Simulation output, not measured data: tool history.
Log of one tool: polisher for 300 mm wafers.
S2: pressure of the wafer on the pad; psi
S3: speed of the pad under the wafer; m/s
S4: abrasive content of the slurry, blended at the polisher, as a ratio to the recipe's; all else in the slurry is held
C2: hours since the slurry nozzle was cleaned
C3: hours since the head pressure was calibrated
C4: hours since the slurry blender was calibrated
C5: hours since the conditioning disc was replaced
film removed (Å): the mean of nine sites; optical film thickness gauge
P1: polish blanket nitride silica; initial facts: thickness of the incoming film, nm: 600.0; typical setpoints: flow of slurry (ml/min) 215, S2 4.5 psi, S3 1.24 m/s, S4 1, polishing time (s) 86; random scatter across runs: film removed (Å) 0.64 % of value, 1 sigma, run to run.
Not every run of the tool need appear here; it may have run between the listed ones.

Run 1, hour 8.4: flow of slurry (ml/min) 215, S2 4.5 psi, S3 1.24 m/s, S4 1, polishing time (s) 86; wafers polished on this pad 656; C2 446.6; C3 513.1; C4 168.3; C5 104.5. Result: film removed (Å) 704.74.
Run 2, hour 17.5: flow of slurry (ml/min) 215, S2 4.5 psi, S3 1.24 m/s, S4 1, polishing time (s) 86; wafers polished on this pad 757; C2 455.7; C3 522.2; C4 177.4; C5 113.6. Result: film removed (Å) 699.98.
At hour 24.4: conditioning disc replaced and pad reconditioned.
Run 3, hour 25: flow of slurry (ml/min) 215, S2 4.5 psi, S3 1.24 m/s, S4 1.25, polishing time (s) 86; wafers polished on this pad 840; C2 463.2; C3 529.7; C4 184.9; C5 0.6. Result: film removed (Å) 759.66.
Run 4, hour 38.9: flow of slurry (ml/min) 215, S2 3.1 psi, S3 0.86 m/s, S4 1, polishing time (s) 86; wafers polished on this pad 994; C2 477.1; C3 543.6; C4 198.8; C5 14.5. Result: film removed (Å) 360.73.
Run 5, hour 52.6: flow of slurry (ml/min) 215, S2 4.5 psi, S3 1.24 m/s, S4 1, polishing time (s) 86; wafers polished on this pad 1146; C2 490.8; C3 557.3; C4 212.5; C5 28.2. Result: film removed (Å) 701.8.
Run 6, hour 66.3: flow of slurry (ml/min) 215, S2 2.7 psi, S3 1.24 m/s, S4 1, polishing time (s) 86; wafers polished on this pad 1298; C2 504.5; C3 571; C4 226.2; C5 41.9. Result: film removed (Å) 418.
Run 7, hour 78.6: flow of slurry (ml/min) 215, S2 4.5 psi, S3 1.96 m/s, S4 1, polishing time (s) 86; wafers polished on this pad 1434; C2 516.8; C3 583.3; C4 238.5; C5 54.2. Result: film removed (Å) 1006.7.
Run 8, hour 85.4: flow of slurry (ml/min) 215, S2 4.5 psi, S3 1.24 m/s, S4 1, polishing time (s) 40; wafers polished on this pad 1509; C2 523.6; C3 590.1; C4 245.3; C5 61. Result: film removed (Å) 326.06.
Run 9, hour 97.3: flow of slurry (ml/min) 215, S2 4.5 psi, S3 1.24 m/s, S4 0.5, polishing time (s) 86; wafers polished on this pad 1641; C2 535.5; C3 602; C4 257.2; C5 72.9. Result: film removed (Å) 484.78.
Run 10, hour 107.9: flow of slurry (ml/min) 325, S2 4.5 psi, S3 1.24 m/s, S4 1, polishing time (s) 86; wafers polished on this pad 1759; C2 546.1; C3 612.6; C4 267.8; C5 83.5. Result: film removed (Å) 731.85.
Run 11, hour 120: flow of slurry (ml/min) 215, S2 4.5 psi, S3 1.24 m/s, S4 1, polishing time (s) 86; wafers polished on this pad 1893; C2 558.2; C3 624.7; C4 279.9; C5 95.6. Result: film removed (Å) 693.71.
Run 12, hour 126.5: flow of slurry (ml/min) 215, S2 4.5 psi, S3 0.62 m/s, S4 1, polishing time (s) 86; wafers polished on this pad 1965; C2 564.7; C3 631.2; C4 286.4; C5 102.1. Result: film removed (Å) 399.1.
Run 13, hour 141.5: flow of slurry (ml/min) 215, S2 4.5 psi, S3 1.24 m/s, S4 1, polishing time (s) 86; wafers polished on this pad 2131; C2 579.7; C3 646.2; C4 301.4; C5 117.1. Result: film removed (Å) 696.66.
Run 14, hour 154.1: flow of slurry (ml/min) 215, S2 4.5 psi, S3 1.24 m/s, S4 1.45, polishing time (s) 44; wafers polished on this pad 2271; C2 592.3; C3 658.8; C4 314; C5 129.7. Result: film removed (Å) 415.47.
Run 15, hour 163: flow of slurry (ml/min) 215, S2 7.2 psi, S3 1.24 m/s, S4 1, polishing time (s) 86; wafers polished on this pad 2369; C2 601.2; C3 667.7; C4 322.9; C5 138.6. Result: film removed (Å) 1116.
Run 16, hour 177.6: flow of slurry (ml/min) 215, S2 4.5 psi, S3 1.24 m/s, S4 1, polishing time (s) 112; wafers polished on this pad 2531; C2 615.8; C3 682.3; C4 337.5; C5 153.2. Result: film removed (Å) 912.29.
Run 17, hour 187.1: flow of slurry (ml/min) 130, S2 4.5 psi, S3 1.24 m/s, S4 1, polishing time (s) 86; wafers polished on this pad 2636; C2 625.3; C3 691.8; C4 347; C5 162.7. Result: film removed (Å) 653.73.
Run 18, hour 200.9: flow of slurry (ml/min) 215, S2 4.5 psi, S3 1.24 m/s, S4 1, polishing time (s) 86; wafers polished on this pad 2789; C2 639.1; C3 705.6; C4 360.8; C5 176.5. Result: film removed (Å) 709.78.
Run 19, hour 209.7: flow of slurry (ml/min) 215, S2 4.5 psi, S3 1.24 m/s, S4 1, polishing time (s) 86; wafers polished on this pad 2887; C2 647.9; C3 714.4; C4 369.6; C5 185.3. Result: film removed (Å) 698.32.
Run 20, hour 224.1: flow of slurry (ml/min) 215, S2 4.5 psi, S3 1.24 m/s, S4 1, polishing time (s) 86; wafers polished on this pad 3046; C2 662.3; C3 728.8; C4 384; C5 199.7. Result: film removed (Å) 670.36.
Run 21, hour 233.7: flow of slurry (ml/min) 215, S2 4.5 psi, S3 1.24 m/s, S4 1, polishing time (s) 86; wafers polished on this pad 3153; C2 671.9; C3 738.4; C4 393.6; C5 209.3. Result: film removed (Å) 658.09.
At hour 235.2: slurry nozzle cleaned.
Run 22, hour 241.3: flow of slurry (ml/min) 215, S2 4.5 psi, S3 1.24 m/s, S4 1, polishing time (s) 86; wafers polished on this pad 3237; C2 6.1; C3 746; C4 401.2; C5 216.9. Result: film removed (Å) 653.67.
At hour 247.7: worn pad replaced by a new one.
Run 23, hour 249.4: flow of slurry (ml/min) 215, S2 4.5 psi, S3 1.24 m/s, S4 1, polishing time (s) 86; wafers polished on this pad 19; C2 14.2; C3 754.1; C4 409.3; C5 225. Result: film removed (Å) 650.48.
At hour 250.8: conditioning disc replaced and pad reconditioned.
Run 24, hour 258.5: flow of slurry (ml/min) 215, S2 4.5 psi, S3 1.24 m/s, S4 1, polishing time (s) 86; wafers polished on this pad 120; C2 23.3; C3 763.2; C4 418.4; C5 7.8. Result: film removed (Å) 643.2.
Run 25, hour 273: flow of slurry (ml/min) 215, S2 4.5 psi, S3 1.24 m/s, S4 1, polishing time (s) 86; wafers polished on this pad 281; C2 37.8; C3 777.7; C4 432.9; C5 22.3. Result: film removed (Å) 644.85.

The log shows P1 creeping away from where it was. Any of the 2 causes listed here, at the size stated for it, fits the log just as well as the others:
A: abrasive missing from the slurry, % = 15.1
B: head's pressure below its setpoint, % = 7.5
The creep began at about hour 209.7.
What rules out each remaining cause:
removal rate lost through wear of the pad, %: serviced at hour 247.7, after the change had begun; the process did not return to its earlier output
slurry flow missing at the pad, %: serviced at hour 235.2, after the change had begun; the process did not return to its earlier output
time polished since the conditioner stopped cutting, s: serviced at hour 250.8, after the change had begun; the process did not return to its earlier output

Which of the 4 check runs listed below, each an average over 5 wafers with its results shown as question marks, gives clearly different results under the different listed causes?
Run check 1, hour 287.5: flow of slurry (ml/min) 130, S2 4.5 psi, S3 1.24 m/s, S4 0.55, polishing time (s) 86. Result: film removed (Å) ?.
Run check 2, hour 287.5: flow of slurry (ml/min) 215, S2 6.5 psi, S3 0.62 m/s, S4 1, polishing time (s) 86. Result: film removed (Å) ?.
Run check 3, hour 287.5: flow of slurry (ml/min) 305, S2 2.7 psi, S3 1.24 m/s, S4 1, polishing time (s) 86. Result: film removed (Å) ?.
Run check 4, hour 287.5: flow of slurry (ml/min) 215, S2 4.5 psi, S3 0.96 m/s, S4 1, polishing time (s) 86. Result: film removed (Å) ?.

If the cause were each of the candidates in turn, the checks would give the following:
  check            result    if A    if B
check 1  film removed (Å)  425.68  435.94
check 2  film removed (Å)  537.11  536.99
check 3  film removed (Å)  402.94  402.85
check 4  film removed (Å)  527.56  527.44
Separation of the two closest causes in each check, using whichever result separates them best: check 1 2.38 %; check 2 0.02 %; check 3 0.02 %; check 4 0.02 %
The causes can be told apart only by check 1. The other checks would give nearly the same results under each of them.

Check 1 has now been run. It gave: film removed (Å) 434.66. Which of the candidate causes is it?

It was cause B: head's pressure below its setpoint, %.
